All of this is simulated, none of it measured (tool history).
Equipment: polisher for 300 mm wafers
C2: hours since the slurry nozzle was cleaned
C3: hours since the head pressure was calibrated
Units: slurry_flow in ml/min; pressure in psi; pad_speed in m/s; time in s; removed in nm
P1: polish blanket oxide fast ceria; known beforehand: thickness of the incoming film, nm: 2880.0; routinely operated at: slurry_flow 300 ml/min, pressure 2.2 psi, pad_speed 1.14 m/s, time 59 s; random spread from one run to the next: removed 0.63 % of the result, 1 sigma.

Run 1, day 0.617: slurry_flow 300 ml/min, pressure 2.2 psi, pad_speed 1.14 m/s, time 59 s; wafers polished on this pad 1085; C2 277.5; C3 265.6. Result: removed 881.13 nm.
Run 2, day 1.233: slurry_flow 300 ml/min, pressure 2.2 psi, pad_speed 1.14 m/s, time 59 s; wafers polished on this pad 1308; C2 292.3; C3 280.4. Result: removed 885.36 nm.
Run 3, day 1.746: slurry_flow 300 ml/min, pressure 2.2 psi, pad_speed 0.60 m/s, time 59 s; wafers polished on this pad 1493; C2 304.6; C3 292.7. Result: removed 472.14 nm.
Run 4, day 2.129: slurry_flow 300 ml/min, pressure 2.2 psi, pad_speed 1.14 m/s, time 59 s; wafers polished on this pad 1632; C2 313.8; C3 301.9. Result: removed 893.04 nm.
Run 5, day 2.700: slurry_flow 300 ml/min, pressure 3.3 psi, pad_speed 1.14 m/s, time 87 s; wafers polished on this pad 1839; C2 327.5; C3 315.6. Result: removed 1980.00 nm.
Run 6, day 3.325: slurry_flow 300 ml/min, pressure 2.2 psi, pad_speed 1.14 m/s, time 34 s; wafers polished on this pad 2065; C2 342.5; C3 330.6. Result: removed 504.87 nm.
Run 7, day 3.879: slurry_flow 300 ml/min, pressure 2.2 psi, pad_speed 1.14 m/s, time 79 s; wafers polished on this pad 2266; C2 355.8; C3 343.9. Result: removed 1190.20 nm.
Run 8, day 4.538: slurry_flow 300 ml/min, pressure 2.2 psi, pad_speed 1.14 m/s, time 59 s; wafers polished on this pad 2504; C2 371.6; C3 359.7. Result: removed 893.78 nm.
Run 9, day 5.067: slurry_flow 300 ml/min, pressure 2.2 psi, pad_speed 1.14 m/s, time 59 s; wafers polished on this pad 2696; C2 384.3; C3 372.4. Result: removed 882.11 nm.
Run 10, day 5.488: slurry_flow 300 ml/min, pressure 2.2 psi, pad_speed 0.78 m/s, time 44 s; wafers polished on this pad 2848; C2 394.4; C3 382.5. Result: removed 455.28 nm.
Run 11, day 5.812: slurry_flow 300 ml/min, pressure 1.4 psi, pad_speed 1.14 m/s, time 59 s; wafers polished on this pad 2966; C2 402.2; C3 390.3. Result: removed 560.20 nm.
Run 12, day 6.208: slurry_flow 300 ml/min, pressure 3.0 psi, pad_speed 1.14 m/s, time 28 s; wafers polished on this pad 3109; C2 411.7; C3 399.8. Result: removed 569.16 nm.
Run 13, day 6.812: slurry_flow 180 ml/min, pressure 2.2 psi, pad_speed 1.14 m/s, time 59 s; wafers polished on this pad 3328; C2 426.2; C3 414.3. Result: removed 831.95 nm.
Run 14, day 7.242: slurry_flow 300 ml/min, pressure 2.9 psi, pad_speed 1.14 m/s, time 59 s; wafers polished on this pad 3483; C2 436.5; C3 424.6. Result: removed 1155.00 nm.
Run 15, day 7.850: slurry_flow 440 ml/min, pressure 2.2 psi, pad_speed 1.14 m/s, time 59 s; wafers polished on this pad 3704; C2 451.1; C3 439.2. Result: removed 906.49 nm.
Run 16, day 8.462: slurry_flow 300 ml/min, pressure 2.2 psi, pad_speed 1.64 m/s, time 59 s; wafers polished on this pad 3926; C2 465.8; C3 453.9. Result: removed 1268.80 nm.
Run 17, day 8.850: slurry_flow 300 ml/min, pressure 2.2 psi, pad_speed 1.14 m/s, time 59 s; wafers polished on this pad 4066; C2 475.1; C3 463.2. Result: removed 876.57 nm.
Run 18, day 9.425: slurry_flow 300 ml/min, pressure 2.2 psi, pad_speed 1.14 m/s, time 59 s; wafers polished on this pad 4274; C2 488.9; C3 477.0. Result: removed 882.93 nm.
Run 19, day 10.038: slurry_flow 300 ml/min, pressure 2.2 psi, pad_speed 1.14 m/s, time 59 s; wafers polished on this pad 4496; C2 503.6; C3 491.7. Result: removed 871.44 nm.
Run 20, day 10.562: slurry_flow 300 ml/min, pressure 2.2 psi, pad_speed 1.14 m/s, time 59 s; wafers polished on this pad 4686; C2 516.2; C3 504.3. Result: removed 874.12 nm.
Run 21, day 11.046: slurry_flow 300 ml/min, pressure 2.2 psi, pad_speed 1.14 m/s, time 59 s; wafers polished on this pad 4861; C2 527.8; C3 515.9. Result: removed 862.09 nm.
Run 22, day 11.546: slurry_flow 300 ml/min, pressure 2.2 psi, pad_speed 1.14 m/s, time 59 s; wafers polished on this pad 5042; C2 539.8; C3 527.9. Result: removed 858.84 nm.
At day 11.946: head pressure recalibrated.
Run 23, day 12.146: slurry_flow 300 ml/min, pressure 2.2 psi, pad_speed 1.14 m/s, time 59 s; wafers polished on this pad 5259; C2 554.2; C3 4.8. Result: removed 856.78 nm.
Run 24, day 12.812: slurry_flow 300 ml/min, pressure 2.2 psi, pad_speed 1.14 m/s, time 59 s; wafers polished on this pad 5501; C2 570.2; C3 20.8. Result: removed 856.99 nm.
Run 25, day 13.212: slurry_flow 300 ml/min, pressure 2.2 psi, pad_speed 1.14 m/s, time 59 s; wafers polished on this pad 5646; C2 579.8; C3 30.4. Result: removed 864.88 nm.
Run 26, day 13.779: slurry_flow 300 ml/min, pressure 2.2 psi, pad_speed 1.14 m/s, time 59 s; wafers polished on this pad 5851; C2 593.4; C3 44.0. Result: removed 851.61 nm.
Run 27, day 14.475: slurry_flow 300 ml/min, pressure 2.2 psi, pad_speed 1.14 m/s, time 59 s; wafers polished on this pad 6103; C2 610.1; C3 60.7. Result: removed 850.76 nm.

Something has made what P1 gives creep away from where it was; the 2 causes below, each at its own stated size, fit the log equally well:
A: removal rate lost through wear of the pad, % = 3.37
B: slurry flow missing at the pad, % = 27.6
The gradual shift began around day 9.425.
What rules out each remaining cause:
head's pressure below its setpoint, %: serviced at day 11.946, after the drift had started, without restoring the earlier output

The 4 check runs listed below each average the results of 5 wafers, and their outcomes are marked with question marks. Under which run would the listed causes produce clearly different results?
Run check 1, day 15.171: slurry_flow 300 ml/min, pressure 2.8 psi, pad_speed 1.14 m/s, time 38 s. Result: removed ?.
Run check 2, day 15.171: slurry_flow 300 ml/min, pressure 1.5 psi, pad_speed 0.70 m/s, time 59 s. Result: removed ?.
Run check 3, day 15.171: slurry_flow 180 ml/min, pressure 2.2 psi, pad_speed 1.14 m/s, time 59 s. Result: removed ?.
Run check 4, day 15.171: slurry_flow 300 ml/min, pressure 2.2 psi, pad_speed 1.62 m/s, time 59 s. Result: removed ?.

If the cause were each of the candidates in turn, the checks would give the following:
  check   result     if A     if B
check 1  removed   701.52   701.49
check 2  removed   358.29   358.28
check 3  removed   806.21   789.32
check 4  removed  1216.10  1216.10
Minimum pairwise separation of causes per check, each pair taken at its best-separating result: check 1 0 %; check 2 0 %; check 3 2.12 %; check 4 0 %
The causes can be told apart only by check 3. The other checks would give nearly the same results under each of them.

Check 3 was carried out, with these results: removed 787.68 nm. Which of the listed causes is responsible?

The correct cause is B, namely: slurry flow missing at the pad, %.
